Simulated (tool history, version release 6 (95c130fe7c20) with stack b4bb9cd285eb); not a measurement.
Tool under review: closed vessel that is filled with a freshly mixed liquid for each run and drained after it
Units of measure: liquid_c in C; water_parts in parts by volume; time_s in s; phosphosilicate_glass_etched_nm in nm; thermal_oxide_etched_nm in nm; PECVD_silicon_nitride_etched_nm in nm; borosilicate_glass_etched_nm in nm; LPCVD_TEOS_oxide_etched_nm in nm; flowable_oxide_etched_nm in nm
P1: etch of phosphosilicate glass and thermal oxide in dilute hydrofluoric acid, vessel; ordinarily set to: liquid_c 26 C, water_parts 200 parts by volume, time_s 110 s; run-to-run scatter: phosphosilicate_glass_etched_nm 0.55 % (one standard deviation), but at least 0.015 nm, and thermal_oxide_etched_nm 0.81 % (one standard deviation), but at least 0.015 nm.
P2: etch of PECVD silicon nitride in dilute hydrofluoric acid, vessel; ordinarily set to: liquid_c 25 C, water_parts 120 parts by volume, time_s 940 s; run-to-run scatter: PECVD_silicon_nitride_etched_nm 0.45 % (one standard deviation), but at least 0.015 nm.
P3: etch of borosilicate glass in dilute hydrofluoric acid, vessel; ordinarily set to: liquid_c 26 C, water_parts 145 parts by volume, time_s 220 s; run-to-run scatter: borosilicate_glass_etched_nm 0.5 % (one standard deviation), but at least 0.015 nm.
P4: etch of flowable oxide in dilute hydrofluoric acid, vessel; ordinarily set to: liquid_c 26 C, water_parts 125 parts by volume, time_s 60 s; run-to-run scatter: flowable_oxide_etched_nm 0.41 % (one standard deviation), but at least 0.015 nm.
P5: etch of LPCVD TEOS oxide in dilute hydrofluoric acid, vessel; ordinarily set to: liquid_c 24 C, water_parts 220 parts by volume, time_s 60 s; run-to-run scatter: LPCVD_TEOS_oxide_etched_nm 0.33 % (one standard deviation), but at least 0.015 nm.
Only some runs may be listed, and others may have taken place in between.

| run | hour | process | liquid_c | water_parts | time_s | phosphosilicate_glass_etched_nm | thermal_oxide_etched_nm | PECVD_silicon_nitride_etched_nm | borosilicate_glass_etched_nm | LPCVD_TEOS_oxide_etched_nm | flowable_oxide_etched_nm |
|---|---|---|---|---|---|---|---|---|---|---|---|
| 1 | 5.4 | P1 | 26 | 200 | 110 | 46.792 | 2.4972 |  |  |  |  |
| 2 | 15 | P2 | 25 | 120 | 50 |  |  | 1.9737 |  |  |  |
| 3 | 21.1 | P1 | 29.5 | 290 | 110 | 32.862 | 1.7212 |  |  |  |  |
| 4 | 29.5 | P1 | 26 | 40 | 110 | 287.49 | 15.524 |  |  |  |  |
| 5 | 35.6 | P3 | 26 | 145 | 220 |  |  |  | 46.592 |  |  |
| 6 | 41.5 | P1 | 32 | 40 | 110 | 361.64 | 19.311 |  |  |  |  |
| 7 | 51.1 | P3 | 26 | 145 | 55 |  |  |  | 11.742 |  |  |
| 8 | 58.5 | P5 | 24 | 220 | 110 |  |  |  |  | 18.749 |  |
| 9 | 67.4 | P1 | 26 | 305 | 210 | 52.262 | 2.8061 |  |  |  |  |
| 10 | 77.2 | P4 | 26 | 215 | 60 |  |  |  |  |  | 8.7157 |
| 11 | 85 | P1 | 26 | 200 | 110 | 46.779 | 2.515 |  |  |  |  |
| 12 | 91.3 | P1 | 31 | 200 | 110 | 55.576 | 2.9802 |  |  |  |  |
| 13 | 98.8 | P1 | 26 | 200 | 30 | 12.69 | 0.68133 |  |  |  |  |
| 14 | 104.5 | P1 | 26 | 200 | 110 | 46.06 | 2.456 |  |  |  |  |
| 15 | 112.4 | P2 | 25 | 120 | 940 |  |  | 37.574 |  |  |  |
| 16 | 122.6 | P5 | 24 | 325 | 60 |  |  |  |  | 6.2335 |  |
| 17 | 132.7 | P3 | 33 | 145 | 220 |  |  |  | 60.836 |  |  |
| 18 | 141.9 | P5 | 32 | 220 | 60 |  |  |  |  | 13.469 |  |
| 19 | 150.2 | P1 | 26 | 200 | 110 | 46.682 | 2.499 |  |  |  |  |
| 20 | 160.2 | P2 | 25 | 35 | 940 |  |  | 125.83 |  |  |  |
| 21 | 167.4 | P1 | 26 | 200 | 110 | 46.953 | 2.4992 |  |  |  |  |
| 22 | 172.5 | P3 | 26 | 200 | 220 |  |  |  | 32.107 |  |  |
| 23 | 182.4 | P1 | 19 | 200 | 110 | 36.085 | 1.9085 |  |  |  |  |
| 24 | 191.8 | P1 | 26 | 200 | 110 | 46.689 | 2.532 |  |  |  |  |
| 25 | 197.9 | P2 | 29 | 120 | 940 |  |  | 48.232 |  |  |  |
| 26 | 207.2 | P4 | 26 | 125 | 30 |  |  |  |  |  | 8.4285 |
| 27 | 217.4 | P1 | 26 | 200 | 200 | 85.559 | 4.5686 |  |  |  |  |
| 28 | 227.5 | P1 | 26 | 320 | 110 | 25.909 | 1.4097 |  |  |  |  |
| 29 | 233.5 | P4 | 26 | 125 | 60 |  |  |  |  |  | 16.859 |
| 30 | 241.2 | P4 | 30.5 | 125 | 60 |  |  |  |  |  | 20.108 |
| 31 | 249.3 | P2 | 25 | 120 | 940 |  |  | 37.469 |  |  |  |
| 32 | 258 | P5 | 24 | 220 | 60 |  |  |  |  | 10.166 |  |
| 33 | 266.9 | P1 | 26 | 200 | 110 | 46.999 | 2.4833 |  |  |  |  |
| 34 | 276.4 | P1 | 26 | 200 | 110 | 47.931 | 2.5776 |  |  |  |  |
| 35 | 284.8 | P1 | 26 | 200 | 110 | 49.109 | 2.638 |  |  |  |  |
| 36 | 293.3 | P1 | 26 | 200 | 110 | 49.674 | 2.6395 |  |  |  |  |
| 37 | 303.1 | P1 | 26 | 200 | 110 | 49.9 | 2.6803 |  |  |  |  |
| 38 | 312.6 | P1 | 26 | 200 | 110 | 49.843 | 2.7012 |  |  |  |  |
| 39 | 317.2 | P1 | 26 | 200 | 110 | 49.702 | 2.6963 |  |  |  |  |
| 40 | 326.1 | P1 | 26 | 200 | 110 | 49.991 | 2.716 |  |  |  |  |
| 41 | 334.9 | P1 | 26 | 200 | 110 | 50.154 | 2.6619 |  |  |  |  |
| 42 | 341.1 | P1 | 26 | 200 | 110 | 50.289 | 2.745 |  |  |  |  |

What P1 gives has crept away from where it was. These 2 causes fit the log equally well, each at the size given:
A: liquid hotter than its thermometer reads (K) = 2.09
B: hydrofluoric acid flow above the setpoint (%) = 6.3
The onset of the drift is placed at about hour 266.9.

Listed below are the offered check runs, one wafer per run, with question marks in place of results. For which of them would the causes give clearly different outcomes?
| check 1 | 347.3 | P5 | 24 | 220 | 60 |  |  |  |  | ? |  |
| check 2 | 347.3 | P3 | 26 | 145 | 220 |  |  |  | ? |  |  |
| check 3 | 347.3 | P2 | 25 | 120 | 940 |  |  | ? |  |  |  |
| check 4 | 347.3 | P4 | 26 | 125 | 60 |  |  |  |  |  | ? |

What every check run would give for each of its results, assuming each possible cause in turn:
| check | result | if A | if B |
|---|---|---|---|
| check 1 | LPCVD_TEOS_oxide_etched_nm | 11 | 10.995 |
| check 2 | borosilicate_glass_etched_nm | 50.883 | 50.565 |
| check 3 | PECVD_silicon_nitride_etched_nm | 42.872 | 39.828 |
| check 4 | flowable_oxide_etched_nm | 18.24 | 18.084 |
Smallest distance between any two causes, each pair judged by its most separating result, in per cent: check 1 0.04 %; check 2 0.63 %; check 3 7.37 %; check 4 0.86 %
Check 3 distinguishes between the causes, while the remaining checks would return nearly the same result for all of them.

After running check 3, the following was obtained: PECVD_silicon_nitride_etched_nm 39.788 nm. Which cause does this point to?

B is the cause: hydrofluoric acid flow above the setpoint (%).
